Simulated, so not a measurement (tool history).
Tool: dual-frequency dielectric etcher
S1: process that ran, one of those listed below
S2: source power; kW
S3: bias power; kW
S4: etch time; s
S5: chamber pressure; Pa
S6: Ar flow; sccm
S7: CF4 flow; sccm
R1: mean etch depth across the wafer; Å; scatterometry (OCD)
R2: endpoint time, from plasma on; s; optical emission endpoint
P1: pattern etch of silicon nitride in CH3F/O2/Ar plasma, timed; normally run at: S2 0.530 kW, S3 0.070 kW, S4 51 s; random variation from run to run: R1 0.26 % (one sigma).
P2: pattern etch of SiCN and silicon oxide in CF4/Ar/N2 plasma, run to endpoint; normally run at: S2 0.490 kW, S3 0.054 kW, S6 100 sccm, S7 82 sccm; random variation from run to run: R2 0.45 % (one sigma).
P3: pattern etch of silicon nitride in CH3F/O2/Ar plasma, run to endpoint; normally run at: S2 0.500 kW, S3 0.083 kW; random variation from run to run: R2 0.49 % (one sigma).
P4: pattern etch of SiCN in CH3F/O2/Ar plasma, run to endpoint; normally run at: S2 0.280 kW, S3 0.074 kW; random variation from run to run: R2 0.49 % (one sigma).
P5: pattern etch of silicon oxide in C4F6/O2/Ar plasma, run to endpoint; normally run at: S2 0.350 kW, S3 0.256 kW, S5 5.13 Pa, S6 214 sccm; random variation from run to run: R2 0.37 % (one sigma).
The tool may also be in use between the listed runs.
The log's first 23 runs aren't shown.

run	day	S1	S2	S3	S4	S5	S6	S7	R1	R2
24	7.050	P1	0.530	0.070	51				394.27	
25	7.258	P3	0.360	0.083						39.3640
26	7.454	P2	0.490	0.054			100	98		15.8260
27	7.800	P5	0.350	0.256		3.47	214			7.0497
28	8.142	P1	0.530	0.070	51				395.19	
29	8.350	P1	0.530	0.070	51				393.49	
30	8.679	P1	0.530	0.070	51				390.84	
31	8.992	P1	0.530	0.070	51				388.27	

The next listed run, before its measurement:
32	9.225	P1	0.530	0.070	51				?	

Run 32 gave R1 390.28 Å.
